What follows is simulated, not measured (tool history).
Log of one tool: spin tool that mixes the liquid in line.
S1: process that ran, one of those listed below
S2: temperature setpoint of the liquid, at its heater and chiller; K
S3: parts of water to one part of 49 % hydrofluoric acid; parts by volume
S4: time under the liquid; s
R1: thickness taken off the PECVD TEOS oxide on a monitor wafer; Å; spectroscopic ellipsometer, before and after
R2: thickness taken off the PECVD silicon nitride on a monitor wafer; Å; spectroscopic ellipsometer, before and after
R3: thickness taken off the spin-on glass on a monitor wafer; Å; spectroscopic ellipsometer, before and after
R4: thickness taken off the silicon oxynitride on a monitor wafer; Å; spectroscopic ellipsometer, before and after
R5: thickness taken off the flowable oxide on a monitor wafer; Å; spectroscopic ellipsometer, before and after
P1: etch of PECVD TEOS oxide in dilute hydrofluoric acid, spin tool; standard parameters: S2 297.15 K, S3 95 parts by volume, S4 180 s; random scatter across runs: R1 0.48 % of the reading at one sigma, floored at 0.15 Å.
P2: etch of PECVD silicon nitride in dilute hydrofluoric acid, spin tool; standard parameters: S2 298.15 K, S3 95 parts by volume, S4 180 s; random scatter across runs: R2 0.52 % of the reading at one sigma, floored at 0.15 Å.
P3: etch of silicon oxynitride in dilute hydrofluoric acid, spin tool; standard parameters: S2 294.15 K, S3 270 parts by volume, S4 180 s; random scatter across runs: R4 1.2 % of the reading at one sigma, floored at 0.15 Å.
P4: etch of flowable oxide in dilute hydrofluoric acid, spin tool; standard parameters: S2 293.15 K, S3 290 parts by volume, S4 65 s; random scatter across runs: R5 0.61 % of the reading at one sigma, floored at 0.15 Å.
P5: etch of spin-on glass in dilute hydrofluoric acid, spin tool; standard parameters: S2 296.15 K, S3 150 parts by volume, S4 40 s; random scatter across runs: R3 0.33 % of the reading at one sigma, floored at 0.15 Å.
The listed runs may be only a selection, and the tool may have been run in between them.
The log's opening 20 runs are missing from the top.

run     day  S1      S2   S3   S4      R1      R2      R3       R4      R5
      7.825  -- hydrofluoric acid flow meter replaced
 21   8.254  P3  294.15  270  180                          19.2670
 22   8.725  P1  292.15   95  180  270.60
 23   9.254  P4  290.15  290   65                                   43.771
 24   9.525  P1  297.15   95   20   36.41
 25   9.854  P3  294.15  110  180                          54.0150
 26  10.433  P2  298.15  160  180          24.418
 27  10.712  P3  300.15  270  180                          24.6140
 28  11.229  P1  297.15   95  180  330.42
 29  11.646  P1  297.15   95  180  331.31
 30  12.217  P2  292.65   95  180          28.114
 31  12.658  P1  302.65   95   45  102.99
 32  13.075  P5  296.15  220   40                  46.026
 33  13.658  P1  297.15   95  180  331.41
 34  13.958  P1  297.15   95  180  337.32
 35  14.467  P1  297.15   95  180  346.33
 36  14.754  P1  297.15   95  180  349.17
 37  15.262  P1  297.15   95  180  351.46

Run 38 comes next. What will it give?
 38  15.771  P1  297.15  95  180   ?

Run 38 yielded R1 354.88 Å.

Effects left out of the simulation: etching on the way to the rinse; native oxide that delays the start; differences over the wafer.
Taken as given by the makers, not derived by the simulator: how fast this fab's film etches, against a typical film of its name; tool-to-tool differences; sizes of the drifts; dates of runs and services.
